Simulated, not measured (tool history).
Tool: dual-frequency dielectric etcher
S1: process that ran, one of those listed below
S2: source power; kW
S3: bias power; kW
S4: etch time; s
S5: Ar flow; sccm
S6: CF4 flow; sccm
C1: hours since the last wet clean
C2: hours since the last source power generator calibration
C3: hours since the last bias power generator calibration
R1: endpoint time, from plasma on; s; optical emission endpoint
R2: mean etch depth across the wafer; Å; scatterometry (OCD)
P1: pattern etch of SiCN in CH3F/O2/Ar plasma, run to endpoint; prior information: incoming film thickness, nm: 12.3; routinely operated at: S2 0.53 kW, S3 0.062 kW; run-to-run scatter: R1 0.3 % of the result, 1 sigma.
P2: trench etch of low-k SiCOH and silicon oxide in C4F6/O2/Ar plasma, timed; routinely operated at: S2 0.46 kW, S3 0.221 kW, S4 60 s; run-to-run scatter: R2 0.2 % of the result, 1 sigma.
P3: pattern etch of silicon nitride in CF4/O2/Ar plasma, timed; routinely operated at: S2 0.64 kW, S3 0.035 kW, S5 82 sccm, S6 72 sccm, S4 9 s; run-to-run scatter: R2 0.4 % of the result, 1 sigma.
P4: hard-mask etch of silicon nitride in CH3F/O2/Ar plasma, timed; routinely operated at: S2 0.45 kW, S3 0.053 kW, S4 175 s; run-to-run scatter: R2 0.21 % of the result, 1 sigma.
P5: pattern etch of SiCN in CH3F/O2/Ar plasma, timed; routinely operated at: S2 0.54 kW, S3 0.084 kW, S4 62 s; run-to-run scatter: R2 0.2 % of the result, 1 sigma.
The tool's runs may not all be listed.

Run 1, day 0.225: S1 P1, S2 0.53 kW, S3 0.062 kW; C1 70.5; C2 1113.2; C3 1272.7. Result: R1 30.925 s.
Run 2, day 0.521: S1 P2, S2 0.46 kW, S3 0.221 kW, S4 60 s; C1 77.6; C2 1120.3; C3 1279.8. Result: R2 2330.1 Å.
Run 3, day 0.783: S1 P1, S2 0.66 kW, S3 0.082 kW; C1 83.9; C2 1126.6; C3 1286.1. Result: R1 25.872 s.
Run 4, day 1.071: S1 P1, S2 0.53 kW, S3 0.062 kW; C1 90.8; C2 1133.5; C3 1293. Result: R1 30.884 s.
Run 5, day 1.3: S1 P3, S2 0.64 kW, S3 0.035 kW, S4 11 s, S5 82 sccm, S6 72 sccm; C1 96.3; C2 1139; C3 1298.5. Result: R2 225.51 Å.
Run 6, day 1.504: S1 P1, S2 0.36 kW, S3 0.052 kW; C1 101.2; C2 1143.9; C3 1303.4. Result: R1 38.132 s.
Run 7, day 1.679: S1 P1, S2 0.53 kW, S3 0.062 kW; C1 105.4; C2 1148.1; C3 1307.6. Result: R1 31.051 s.
Run 8, day 1.871: S1 P2, S2 0.46 kW, S3 0.148 kW, S4 60 s; C1 110; C2 1152.7; C3 1312.2. Result: R2 2061.3 Å.
Run 9, day 2.046: S1 P5, S2 0.54 kW, S3 0.065 kW, S4 62 s; C1 114.2; C2 1156.9; C3 1316.4. Result: R2 255.14 Å.
Run 10, day 2.221: S1 P1, S2 0.53 kW, S3 0.062 kW; C1 118.4; C2 1161.1; C3 1320.6. Result: R1 30.977 s.
Run 11, day 2.379: S1 P5, S2 0.54 kW, S3 0.084 kW, S4 62 s; C1 122.2; C2 1164.9; C3 1324.4. Result: R2 278.88 Å.
Run 12, day 2.662: S1 P3, S2 0.64 kW, S3 0.035 kW, S4 9 s, S5 82 sccm, S6 102 sccm; C1 129; C2 1171.7; C3 1331.2. Result: R2 195.76 Å.
Run 13, day 2.912: S1 P2, S2 0.46 kW, S3 0.221 kW, S4 60 s; C1 135; C2 1177.7; C3 1337.2. Result: R2 2320.2 Å.
Run 14, day 3.158: S1 P2, S2 0.56 kW, S3 0.221 kW, S4 60 s; C1 140.9; C2 1183.6; C3 1343.1. Result: R2 2514.5 Å.
Run 15, day 3.4: S1 P4, S2 0.45 kW, S3 0.053 kW, S4 175 s; C1 146.7; C2 1189.4; C3 1348.9. Result: R2 1158.6 Å.
Run 16, day 3.617: S1 P1, S2 0.53 kW, S3 0.082 kW; C1 151.9; C2 1194.6; C3 1354.1. Result: R1 28.177 s.
Run 17, day 3.8: S1 P2, S2 0.46 kW, S3 0.221 kW, S4 33 s; C1 156.3; C2 1199; C3 1358.5. Result: R2 1277.5 Å.
Run 18, day 4.012: S1 P1, S2 0.7 kW, S3 0.062 kW; C1 161.4; C2 1204.1; C3 1363.6. Result: R1 27.924 s.
Run 19, day 4.267: S1 P1, S2 0.53 kW, S3 0.038 kW; C1 167.5; C2 1210.2; C3 1369.7. Result: R1 36.121 s.
Run 20, day 4.446: S1 P3, S2 0.78 kW, S3 0.035 kW, S4 9 s, S5 82 sccm, S6 72 sccm; C1 171.8; C2 1214.5; C3 1374. Result: R2 219.13 Å.
Run 21, day 4.621: S1 P4, S2 0.45 kW, S3 0.032 kW, S4 175 s; C1 176; C2 1218.7; C3 1378.2. Result: R2 1002.9 Å.
Run 22, day 4.846: S1 P5, S2 0.7 kW, S3 0.084 kW, S4 62 s; C1 181.4; C2 1224.1; C3 1383.6. Result: R2 308.89 Å.
Run 23, day 5.15: S1 P4, S2 0.45 kW, S3 0.053 kW, S4 96.5 s; C1 188.7; C2 1231.4; C3 1390.9. Result: R2 639.45 Å.
Run 24, day 5.346: S1 P3, S2 0.64 kW, S3 0.035 kW, S4 9 s, S5 60 sccm, S6 72 sccm; C1 193.4; C2 1236.1; C3 1395.6. Result: R2 192.62 Å.
Run 25, day 5.642: S1 P5, S2 0.54 kW, S3 0.084 kW, S4 62 s; C1 200.5; C2 1243.2; C3 1402.7. Result: R2 278.68 Å.
Run 26, day 5.858: S1 P3, S2 0.64 kW, S3 0.035 kW, S4 9 s, S5 82 sccm, S6 72 sccm; C1 205.7; C2 1248.4; C3 1407.9. Result: R2 185.14 Å.
Run 27, day 6.046: S1 P3, S2 0.64 kW, S3 0.021 kW, S4 9 s, S5 82 sccm, S6 72 sccm; C1 210.2; C2 1252.9; C3 1412.4. Result: R2 158.04 Å.
Run 28, day 6.321: S1 P4, S2 0.63 kW, S3 0.053 kW, S4 175 s; C1 216.8; C2 1259.5; C3 1419. Result: R2 1321.1 Å.
Run 29, day 6.604: S1 P5, S2 0.54 kW, S3 0.084 kW, S4 82.5 s; C1 223.6; C2 1266.3; C3 1425.8. Result: R2 370.11 Å.
Run 30, day 6.883: S1 P1, S2 0.71 kW, S3 0.075 kW; C1 230.3; C2 1273; C3 1432.5. Result: R1 26.055 s.
Run 31, day 7.175: S1 P1, S2 0.36 kW, S3 0.062 kW; C1 237.3; C2 1280; C3 1439.5. Result: R1 36.078 s.
Run 32, day 7.396: S1 P1, S2 0.53 kW, S3 0.062 kW; C1 242.6; C2 1285.3; C3 1444.8. Result: R1 31.158 s.
Run 33, day 7.554: S1 P1, S2 0.53 kW, S3 0.062 kW; C1 246.4; C2 1289.1; C3 1448.6. Result: R1 31.204 s.
Run 34, day 7.717: S1 P1, S2 0.53 kW, S3 0.062 kW; C1 250.3; C2 1293; C3 1452.5. Result: R1 31.406 s.
Run 35, day 7.958: S1 P1, S2 0.53 kW, S3 0.062 kW; C1 256.1; C2 1298.8; C3 1458.3. Result: R1 31.483 s.
At day 8.071: wet clean of the chamber.
Run 36, day 8.204: S1 P1, S2 0.53 kW, S3 0.062 kW; C1 3.2; C2 1304.7; C3 1464.2. Result: R1 31.613 s.
Run 37, day 8.438: S1 P1, S2 0.53 kW, S3 0.062 kW; C1 8.8; C2 1310.3; C3 1469.8. Result: R1 31.531 s.
Run 38, day 8.742: S1 P1, S2 0.53 kW, S3 0.062 kW; C1 16.1; C2 1317.6; C3 1477.1. Result: R1 31.322 s.

The output of P1 has drifted from where it used to be. Each of the 2 causes below, taken at the size shown beside it, accounts for the log equally well:
A: source power that arrives under what is set, % = 3.88
B: bias power that arrives under what is set, % = 4.45
At approximately day 7.396, the process output began to creep.
Excluded causes, each with its reason:
chamber walls in a state that lowers the etch rate, %: serviced at day 8.071, after the drift had started, without restoring the earlier output

Each of the check runs listed below is run on 2 wafers and reports their average, with the results left as question marks. Pick the one under which the possible causes would lead to clearly different results.
Run check 1, day 9.046: S1 P4, S2 0.62 kW, S3 0.053 kW, S4 96.5 s. Result: R2 ?.
Run check 2, day 9.046: S1 P2, S2 0.46 kW, S3 0.173 kW, S4 37.5 s. Result: R2 ?.
Run check 3, day 9.046: S1 P5, S2 0.65 kW, S3 0.084 kW, S4 79.5 s. Result: R2 ?.
Run check 4, day 9.046: S1 P3, S2 0.64 kW, S3 0.035 kW, S4 9 s, S5 82 sccm, S6 100 sccm. Result: R2 ?.

If the cause were each of the candidates in turn, the checks would give the following:
  check  result    if A    if B
check 1      R2  714.38  715.59
check 2      R2  1327.2  1329.2
check 3      R2  378.47  378.06
check 4      R2   186.7  190.52
Distance between the nearest two causes, measured in the result of the check that separates them most: check 1 0.17 %; check 2 0.15 %; check 3 0.11 %; check 4 2.03 %
The causes can be told apart only by check 4. The other checks would give nearly the same results under each of them.

Running check 4 produced the following: R2 190.91 Å. Which one of the listed causes fits?

The cause is B: bias power that arrives under what is set, %.
